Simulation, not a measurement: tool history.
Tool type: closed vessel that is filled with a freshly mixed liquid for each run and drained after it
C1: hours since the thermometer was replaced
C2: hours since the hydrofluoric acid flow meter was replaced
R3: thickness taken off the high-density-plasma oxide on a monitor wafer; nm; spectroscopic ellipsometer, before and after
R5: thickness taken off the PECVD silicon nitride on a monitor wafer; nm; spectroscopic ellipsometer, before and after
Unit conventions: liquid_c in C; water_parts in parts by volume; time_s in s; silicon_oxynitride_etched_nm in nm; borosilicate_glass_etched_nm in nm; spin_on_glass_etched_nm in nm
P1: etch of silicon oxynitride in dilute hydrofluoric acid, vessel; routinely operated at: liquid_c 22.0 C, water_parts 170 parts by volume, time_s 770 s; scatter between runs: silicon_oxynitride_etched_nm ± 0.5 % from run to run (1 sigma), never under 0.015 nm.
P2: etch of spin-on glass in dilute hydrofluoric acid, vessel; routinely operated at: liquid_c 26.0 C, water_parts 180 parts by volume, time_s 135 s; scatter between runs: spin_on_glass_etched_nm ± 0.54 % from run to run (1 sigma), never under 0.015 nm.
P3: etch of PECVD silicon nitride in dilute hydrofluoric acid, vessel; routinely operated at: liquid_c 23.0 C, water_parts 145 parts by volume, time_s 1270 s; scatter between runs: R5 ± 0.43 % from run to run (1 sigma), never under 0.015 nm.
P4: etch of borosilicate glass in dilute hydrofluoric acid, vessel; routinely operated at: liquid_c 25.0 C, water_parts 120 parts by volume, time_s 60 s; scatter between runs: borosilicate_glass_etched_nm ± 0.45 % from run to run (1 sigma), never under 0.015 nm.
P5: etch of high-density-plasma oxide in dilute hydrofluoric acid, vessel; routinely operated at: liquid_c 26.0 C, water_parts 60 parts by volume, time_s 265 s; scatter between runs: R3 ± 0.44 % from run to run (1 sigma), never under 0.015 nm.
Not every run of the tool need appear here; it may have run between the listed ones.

{"run": 1, "hour": 9.7, "process": "P1", "liquid_c": 22.0, "water_parts": 170, "time_s": 770, "C1": 1272.9, "C2": 1249.8, "silicon_oxynitride_etched_nm": 16.234}
{"run": 2, "hour": 21.9, "process": "P1", "liquid_c": 22.0, "water_parts": 275, "time_s": 770, "C1": 1285.1, "C2": 1262.0, "silicon_oxynitride_etched_nm": 9.31}
{"run": 3, "hour": 31.5, "process": "P1", "liquid_c": 22.0, "water_parts": 170, "time_s": 770, "C1": 1294.7, "C2": 1271.6, "silicon_oxynitride_etched_nm": 16.061}
{"run": 4, "hour": 45.2, "process": "P1", "liquid_c": 22.0, "water_parts": 170, "time_s": 770, "C1": 1308.4, "C2": 1285.3, "silicon_oxynitride_etched_nm": 16.298}
{"run": 5, "hour": 55.1, "process": "P1", "liquid_c": 17.0, "water_parts": 170, "time_s": 770, "C1": 1318.3, "C2": 1295.2, "silicon_oxynitride_etched_nm": 12.655}
{"run": 6, "hour": 62.8, "process": "P4", "liquid_c": 25.0, "water_parts": 120, "time_s": 30, "C1": 1326.0, "C2": 1302.9, "borosilicate_glass_etched_nm": 5.9757}
{"run": 7, "hour": 73.8, "process": "P5", "liquid_c": 26.0, "water_parts": 20, "time_s": 265, "C1": 1337.0, "C2": 1313.9, "R3": 177.84}
{"run": 8, "hour": 84.3, "process": "P2", "liquid_c": 26.0, "water_parts": 45, "time_s": 135, "C1": 1347.5, "C2": 1324.4, "spin_on_glass_etched_nm": 95.416}
{"run": 9, "hour": 96.8, "process": "P3", "liquid_c": 23.0, "water_parts": 35, "time_s": 1270, "C1": 1360.0, "C2": 1336.9, "R5": 94.602}
{"run": 10, "hour": 103.6, "process": "P4", "liquid_c": 25.0, "water_parts": 55, "time_s": 60, "C1": 1366.8, "C2": 1343.7, "borosilicate_glass_etched_nm": 28.08}
{"run": 11, "hour": 116.8, "process": "P4", "liquid_c": 29.5, "water_parts": 120, "time_s": 60, "C1": 1380.0, "C2": 1356.9, "borosilicate_glass_etched_nm": 13.976}
{"run": 12, "hour": 124.0, "process": "P3", "liquid_c": 23.0, "water_parts": 145, "time_s": 2135, "C1": 1387.2, "C2": 1364.1, "R5": 39.517}
{"run": 13, "hour": 133.6, "process": "P1", "liquid_c": 22.0, "water_parts": 170, "time_s": 1220, "C1": 1396.8, "C2": 1373.7, "silicon_oxynitride_etched_nm": 25.559}
{"run": 14, "hour": 144.2, "process": "P5", "liquid_c": 26.0, "water_parts": 60, "time_s": 265, "C1": 1407.4, "C2": 1384.3, "R3": 56.166}
{"run": 15, "hour": 153.5, "process": "P1", "liquid_c": 22.0, "water_parts": 170, "time_s": 220, "C1": 1416.7, "C2": 1393.6, "silicon_oxynitride_etched_nm": 4.5721}
{"run": 16, "hour": 165.8, "process": "P5", "liquid_c": 26.0, "water_parts": 60, "time_s": 30, "C1": 1429.0, "C2": 1405.9, "R3": 6.2545}
{"run": 17, "hour": 179.9, "process": "P5", "liquid_c": 20.5, "water_parts": 60, "time_s": 265, "C1": 1443.1, "C2": 1420.0, "R3": 45.018}
{"run": 18, "hour": 189.5, "process": "P1", "liquid_c": 22.0, "water_parts": 170, "time_s": 770, "C1": 1452.7, "C2": 1429.6, "silicon_oxynitride_etched_nm": 16.206}
{"run": 19, "hour": 201.8, "process": "P1", "liquid_c": 27.5, "water_parts": 170, "time_s": 770, "C1": 1465.0, "C2": 1441.9, "silicon_oxynitride_etched_nm": 20.39}
{"run": 20, "hour": 215.5, "process": "P3", "liquid_c": 23.0, "water_parts": 145, "time_s": 1270, "C1": 1478.7, "C2": 1455.6, "R5": 23.544}
{"run": 21, "hour": 229.5, "process": "P1", "liquid_c": 22.0, "water_parts": 105, "time_s": 770, "C1": 1492.7, "C2": 1469.6, "silicon_oxynitride_etched_nm": 27.013}
{"run": 22, "hour": 239.2, "process": "P5", "liquid_c": 26.0, "water_parts": 60, "time_s": 265, "C1": 1502.4, "C2": 1479.3, "R3": 56.248}
{"run": 23, "hour": 250.1, "process": "P4", "liquid_c": 25.0, "water_parts": 120, "time_s": 60, "C1": 1513.3, "C2": 1490.2, "borosilicate_glass_etched_nm": 11.774}
{"run": 24, "hour": 264.4, "process": "P3", "liquid_c": 19.0, "water_parts": 145, "time_s": 1270, "C1": 1527.6, "C2": 1504.5, "R5": 17.943}
{"run": 25, "hour": 271.8, "process": "P4", "liquid_c": 25.0, "water_parts": 120, "time_s": 60, "C1": 1535.0, "C2": 1511.9, "borosilicate_glass_etched_nm": 11.767}
{"run": 26, "hour": 279.8, "process": "P2", "liquid_c": 33.0, "water_parts": 180, "time_s": 135, "C1": 1543.0, "C2": 1519.9, "spin_on_glass_etched_nm": 25.834}
{"run": 27, "hour": 289.1, "process": "P1", "liquid_c": 27.5, "water_parts": 255, "time_s": 770, "C1": 1552.3, "C2": 1529.2, "silicon_oxynitride_etched_nm": 12.805}
{"run": 28, "hour": 296.7, "process": "P2", "liquid_c": 26.0, "water_parts": 180, "time_s": 135, "C1": 1559.9, "C2": 1536.8, "spin_on_glass_etched_nm": 20.08}
{"run": 29, "hour": 310.5, "process": "P2", "liquid_c": 26.0, "water_parts": 180, "time_s": 135, "C1": 1573.7, "C2": 1550.6, "spin_on_glass_etched_nm": 19.942}
{"run": 30, "hour": 321.0, "process": "P2", "liquid_c": 26.0, "water_parts": 180, "time_s": 35, "C1": 1584.2, "C2": 1561.1, "spin_on_glass_etched_nm": 5.1918}
{"run": 31, "hour": 332.2, "process": "P1", "liquid_c": 22.0, "water_parts": 170, "time_s": 770, "C1": 1595.4, "C2": 1572.3, "silicon_oxynitride_etched_nm": 16.17}
{"run": 32, "hour": 340.7, "process": "P1", "liquid_c": 22.0, "water_parts": 170, "time_s": 770, "C1": 1603.9, "C2": 1580.8, "silicon_oxynitride_etched_nm": 15.669}
{"run": 33, "hour": 353.1, "process": "P1", "liquid_c": 22.0, "water_parts": 170, "time_s": 770, "C1": 1616.3, "C2": 1593.2, "silicon_oxynitride_etched_nm": 15.274}
{"run": 34, "hour": 362.2, "process": "P1", "liquid_c": 22.0, "water_parts": 170, "time_s": 770, "C1": 1625.4, "C2": 1602.3, "silicon_oxynitride_etched_nm": 15.216}
{"run": 35, "hour": 368.5, "process": "P1", "liquid_c": 22.0, "water_parts": 170, "time_s": 770, "C1": 1631.7, "C2": 1608.6, "silicon_oxynitride_etched_nm": 15.016}
{"run": 36, "hour": 377.8, "process": "P1", "liquid_c": 22.0, "water_parts": 170, "time_s": 770, "C1": 1641.0, "C2": 1617.9, "silicon_oxynitride_etched_nm": 14.955}
{"run": 37, "hour": 388.8, "process": "P1", "liquid_c": 22.0, "water_parts": 170, "time_s": 770, "C1": 1652.0, "C2": 1628.9, "silicon_oxynitride_etched_nm": 15.023}
{"run": 38, "hour": 395.3, "process": "P1", "liquid_c": 22.0, "water_parts": 170, "time_s": 770, "C1": 1658.5, "C2": 1635.4, "silicon_oxynitride_etched_nm": 14.992}

What P1 gives has crept away from where it was. These 2 causes fit the log equally well, each at the size given:
A: hydrofluoric acid flow below the setpoint (%) = 6.63
B: liquid colder than its thermometer reads (K) = 1.66
Onset of the creep was near hour 332.2.

Consider the 4 single-wafer check runs listed below, results given as question marks: which one distinguishes between the causes by giving clearly different results for each?
{"run": "check 1", "hour": 401.8, "process": "P2", "liquid_c": 26.0, "water_parts": 60, "time_s": 135, "spin_on_glass_etched_nm": "?"}
{"run": "check 2", "hour": 401.8, "process": "P4", "liquid_c": 25.0, "water_parts": 75, "time_s": 60, "borosilicate_glass_etched_nm": "?"}
{"run": "check 3", "hour": 401.8, "process": "P5", "liquid_c": 26.0, "water_parts": 20, "time_s": 30, "R3": "?"}
{"run": "check 4", "hour": 401.8, "process": "P3", "liquid_c": 23.0, "water_parts": 45, "time_s": 1270, "R5": "?"}

If the cause were each of the candidates in turn, the checks would give the following:
check=check_1 result=spin_on_glass_etched_nm if_A=64.9280 if_B=65.4030
check=check_2 result=borosilicate_glass_etched_nm if_A=18.5770 if_B=18.7400
check=check_3 result=R3 if_A=18.7320 if_B=18.7530
check=check_4 result=R5 if_A=69.249 if_B=66.089
Smallest distance between any two causes, each pair judged by its most separating result, in per cent: check 1 0.73 %; check 2 0.87 %; check 3 0.11 %; check 4 4.67 %
Of the check runs offered, only check 4 discriminates between the causes; the rest would read about the same regardless of which cause applies.

After running check 4, the following was obtained: R5 69.465 nm. Which cause does this point to?

The cause is A: hydrofluoric acid flow below the setpoint (%).
